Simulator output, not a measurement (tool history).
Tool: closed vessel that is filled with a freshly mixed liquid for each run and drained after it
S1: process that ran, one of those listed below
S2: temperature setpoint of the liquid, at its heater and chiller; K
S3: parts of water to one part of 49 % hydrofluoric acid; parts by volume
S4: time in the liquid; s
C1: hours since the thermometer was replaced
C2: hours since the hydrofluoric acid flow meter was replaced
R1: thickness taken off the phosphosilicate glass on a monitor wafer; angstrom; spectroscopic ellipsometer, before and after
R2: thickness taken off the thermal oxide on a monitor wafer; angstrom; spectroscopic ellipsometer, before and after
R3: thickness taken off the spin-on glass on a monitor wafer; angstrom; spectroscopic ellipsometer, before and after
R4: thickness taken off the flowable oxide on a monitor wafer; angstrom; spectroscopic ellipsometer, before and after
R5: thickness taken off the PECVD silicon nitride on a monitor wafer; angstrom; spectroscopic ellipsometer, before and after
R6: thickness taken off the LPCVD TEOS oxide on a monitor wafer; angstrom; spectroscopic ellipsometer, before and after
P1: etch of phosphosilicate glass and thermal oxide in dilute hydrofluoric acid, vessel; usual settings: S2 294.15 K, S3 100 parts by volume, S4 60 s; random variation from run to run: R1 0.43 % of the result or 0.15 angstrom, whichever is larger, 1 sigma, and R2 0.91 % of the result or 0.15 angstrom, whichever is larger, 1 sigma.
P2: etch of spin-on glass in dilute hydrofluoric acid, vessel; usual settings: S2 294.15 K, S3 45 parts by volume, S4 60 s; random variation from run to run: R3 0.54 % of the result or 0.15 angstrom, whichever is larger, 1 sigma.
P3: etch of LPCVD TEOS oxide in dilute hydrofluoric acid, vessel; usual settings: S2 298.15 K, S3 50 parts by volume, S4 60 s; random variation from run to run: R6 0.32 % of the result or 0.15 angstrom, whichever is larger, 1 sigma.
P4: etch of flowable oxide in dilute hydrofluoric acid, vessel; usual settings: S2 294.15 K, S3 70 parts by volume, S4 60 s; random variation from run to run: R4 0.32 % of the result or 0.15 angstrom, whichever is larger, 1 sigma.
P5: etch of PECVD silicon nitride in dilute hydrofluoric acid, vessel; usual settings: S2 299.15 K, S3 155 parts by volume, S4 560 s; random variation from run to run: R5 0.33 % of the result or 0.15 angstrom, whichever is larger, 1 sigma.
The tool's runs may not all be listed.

{"run": 1, "hour": 15.2, "S1": "P1", "S2": 294.15, "S3": 100, "S4": 60, "C1": 657.3, "C2": 1042, "R1": 935.76, "R2": 24.165}
{"run": 2, "hour": 27.5, "S1": "P2", "S2": 294.15, "S3": 45, "S4": 60, "C1": 669.6, "C2": 1054.3, "R3": 340.07}
{"run": 3, "hour": 37.4, "S1": "P4", "S2": 294.15, "S3": 125, "S4": 60, "C1": 679.5, "C2": 1064.2, "R4": 223.52}
{"run": 4, "hour": 52.1, "S1": "P1", "S2": 294.15, "S3": 100, "S4": 60, "C1": 694.2, "C2": 1078.9, "R1": 932.67, "R2": 23.959}
{"run": 5, "hour": 61.7, "S1": "P1", "S2": 294.15, "S3": 100, "S4": 60, "C1": 703.8, "C2": 1088.5, "R1": 934.03, "R2": 24.093}
{"run": 6, "hour": 75.6, "S1": "P1", "S2": 294.15, "S3": 100, "S4": 30, "C1": 717.7, "C2": 1102.4, "R1": 465.64, "R2": 12.191}
{"run": 7, "hour": 91.0, "S1": "P2", "S2": 294.15, "S3": 45, "S4": 90, "C1": 733.1, "C2": 1117.8, "R3": 501.67}
{"run": 8, "hour": 103.8, "S1": "P5", "S2": 299.15, "S3": 155, "S4": 945, "C1": 745.9, "C2": 1130.6, "R5": 125.02}
{"run": 9, "hour": 112.5, "S1": "P1", "S2": 300.65, "S3": 150, "S4": 60, "C1": 754.6, "C2": 1139.3, "R1": 748.69, "R2": 19.451}
{"run": 10, "hour": 122.2, "S1": "P1", "S2": 294.15, "S3": 25, "S4": 60, "C1": 764.3, "C2": 1149, "R1": 4117.1, "R2": 104.12}
{"run": 11, "hour": 133.5, "S1": "P3", "S2": 298.15, "S3": 50, "S4": 60, "C1": 775.6, "C2": 1160.3, "R6": 456.45}
{"run": 12, "hour": 143.7, "S1": "P1", "S2": 294.15, "S3": 170, "S4": 60, "C1": 785.8, "C2": 1170.5, "R1": 509.83, "R2": 12.963}
{"run": 13, "hour": 152.8, "S1": "P3", "S2": 298.15, "S3": 50, "S4": 60, "C1": 794.9, "C2": 1179.6, "R6": 456.16}
{"run": 14, "hour": 166.0, "S1": "P2", "S2": 302.15, "S3": 45, "S4": 60, "C1": 808.1, "C2": 1192.8, "R3": 466.85}
{"run": 15, "hour": 181.7, "S1": "P4", "S2": 301.15, "S3": 70, "S4": 60, "C1": 823.8, "C2": 1208.5, "R4": 564.94}
{"run": 16, "hour": 193.6, "S1": "P4", "S2": 294.15, "S3": 70, "S4": 30, "C1": 835.7, "C2": 1220.4, "R4": 213.85}
{"run": 17, "hour": 208.7, "S1": "P3", "S2": 298.15, "S3": 50, "S4": 110, "C1": 850.8, "C2": 1235.5, "R6": 839.34}
{"run": 18, "hour": 217.9, "S1": "P5", "S2": 299.15, "S3": 255, "S4": 560, "C1": 860, "C2": 1244.7, "R5": 44.465}
{"run": 19, "hour": 231.5, "S1": "P1", "S2": 290.15, "S3": 100, "S4": 60, "C1": 873.6, "C2": 1258.3, "R1": 787.93, "R2": 20.406}
{"run": 20, "hour": 246.7, "S1": "P1", "S2": 294.15, "S3": 100, "S4": 60, "C1": 888.8, "C2": 1273.5, "R1": 935.82, "R2": 23.567}
{"run": 21, "hour": 258.3, "S1": "P5", "S2": 306.65, "S3": 155, "S4": 560, "C1": 900.4, "C2": 1285.1, "R5": 116.43}
{"run": 22, "hour": 273.1, "S1": "P4", "S2": 294.15, "S3": 70, "S4": 60, "C1": 915.2, "C2": 1299.9, "R4": 424.09}
{"run": 23, "hour": 283.6, "S1": "P3", "S2": 298.15, "S3": 20, "S4": 60, "C1": 925.7, "C2": 1310.4, "R6": 1192.6}
{"run": 24, "hour": 292.8, "S1": "P1", "S2": 294.15, "S3": 100, "S4": 60, "C1": 934.9, "C2": 1319.6, "R1": 927.02, "R2": 23.944}
{"run": 25, "hour": 302.8, "S1": "P1", "S2": 300.15, "S3": 100, "S4": 60, "C1": 944.9, "C2": 1329.6, "R1": 1188.9, "R2": 31.014}
{"run": 26, "hour": 311.9, "S1": "P1", "S2": 294.15, "S3": 100, "S4": 60, "C1": 954, "C2": 1338.7, "R1": 933.83, "R2": 24.251}
{"run": 27, "hour": 318.8, "S1": "P3", "S2": 303.65, "S3": 50, "S4": 60, "C1": 960.9, "C2": 1345.6, "R6": 570.2}
{"run": 28, "hour": 331.9, "S1": "P5", "S2": 299.15, "S3": 155, "S4": 560, "C1": 974, "C2": 1358.7, "R5": 73.841}
{"run": 29, "hour": 343.6, "S1": "P1", "S2": 294.15, "S3": 100, "S4": 100, "C1": 985.7, "C2": 1370.4, "R1": 1551, "R2": 40.475}
{"run": 30, "hour": 355.2, "S1": "P1", "S2": 294.15, "S3": 100, "S4": 60, "C1": 997.3, "C2": 1382, "R1": 935.26, "R2": 23.952}
{"run": 31, "hour": 370.4, "S1": "P2", "S2": 294.15, "S3": 80, "S4": 60, "C1": 1012.5, "C2": 1397.2, "R3": 180.87}

The next listed run, before its measurement:
{"run": 32, "hour": 383.0, "S1": "P1", "S2": 297.15, "S3": 60, "S4": 60, "C1": 1025.1, "C2": 1409.8, "R1": "?", "R2": "?"}

R1: 1849 angstrom
R2: 46.636 angstrom
